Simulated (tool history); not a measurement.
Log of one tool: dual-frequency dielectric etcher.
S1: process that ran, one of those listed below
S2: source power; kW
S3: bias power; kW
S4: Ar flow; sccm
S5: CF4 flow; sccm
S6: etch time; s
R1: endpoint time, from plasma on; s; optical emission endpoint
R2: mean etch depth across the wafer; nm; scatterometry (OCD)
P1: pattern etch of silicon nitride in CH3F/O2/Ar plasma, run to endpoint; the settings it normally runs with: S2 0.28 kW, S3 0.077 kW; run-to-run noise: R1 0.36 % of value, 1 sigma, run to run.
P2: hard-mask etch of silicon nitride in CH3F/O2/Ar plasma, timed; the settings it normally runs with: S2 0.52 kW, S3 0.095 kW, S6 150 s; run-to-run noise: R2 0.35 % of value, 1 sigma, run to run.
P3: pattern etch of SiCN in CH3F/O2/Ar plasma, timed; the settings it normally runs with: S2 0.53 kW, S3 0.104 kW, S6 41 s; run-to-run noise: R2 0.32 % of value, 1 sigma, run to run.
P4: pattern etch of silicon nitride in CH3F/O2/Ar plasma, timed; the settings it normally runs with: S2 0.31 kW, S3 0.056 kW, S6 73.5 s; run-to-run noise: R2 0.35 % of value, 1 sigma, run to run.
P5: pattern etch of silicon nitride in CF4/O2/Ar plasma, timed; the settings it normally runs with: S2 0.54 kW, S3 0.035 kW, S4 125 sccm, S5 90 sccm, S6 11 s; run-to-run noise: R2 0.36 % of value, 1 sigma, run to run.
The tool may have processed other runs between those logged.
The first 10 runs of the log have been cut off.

run,hour,S1,S2,S3,S4,S5,S6,R1,R2
11,168.8,P1,0.28,0.077,,,,80.677,
12,184.5,P3,0.53,0.104,,,26,,11.717
# hour 189: bias power generator calibrated
13,201.4,P4,0.31,0.078,,,73.5,,48.075
14,220,P5,0.54,0.035,125,74,11,,18.313
15,230.8,P2,0.52,0.072,,,150,,111.18
16,247.5,P5,0.54,0.035,125,90,11,,18.815
17,263.7,P2,0.52,0.095,,,150,,123.94
18,281.5,P1,0.28,0.077,,,,79.828,
# hour 296.3: source power generator calibrated
19,299.7,P1,0.37,0.077,,,,72.237,
20,308.3,P3,0.65,0.104,,,41,,20.009
21,322.6,P4,0.31,0.056,,,73.5,,42.84
22,337.9,P1,0.28,0.059,,,,87.6,
23,348.1,P2,0.52,0.095,,,108.5,,89.393
24,364.7,P1,0.22,0.077,,,,88.062,
25,373.1,P5,0.54,0.035,125,90,16,,27.639
# hour 381: wet clean of the chamber
26,383.1,P1,0.28,0.077,,,,80.377,
27,402.2,P3,0.53,0.084,,,41,,17.09
28,416.1,P3,0.53,0.104,,,41,,18.599
29,428.6,P4,0.41,0.056,,,73.5,,47.72
30,439,P4,0.31,0.056,,,107.5,,63.108

Run 31 comes next. What will it give?
31,448.6,P5,0.7,0.035,125,90,11,,?

R2: 23.687 nm
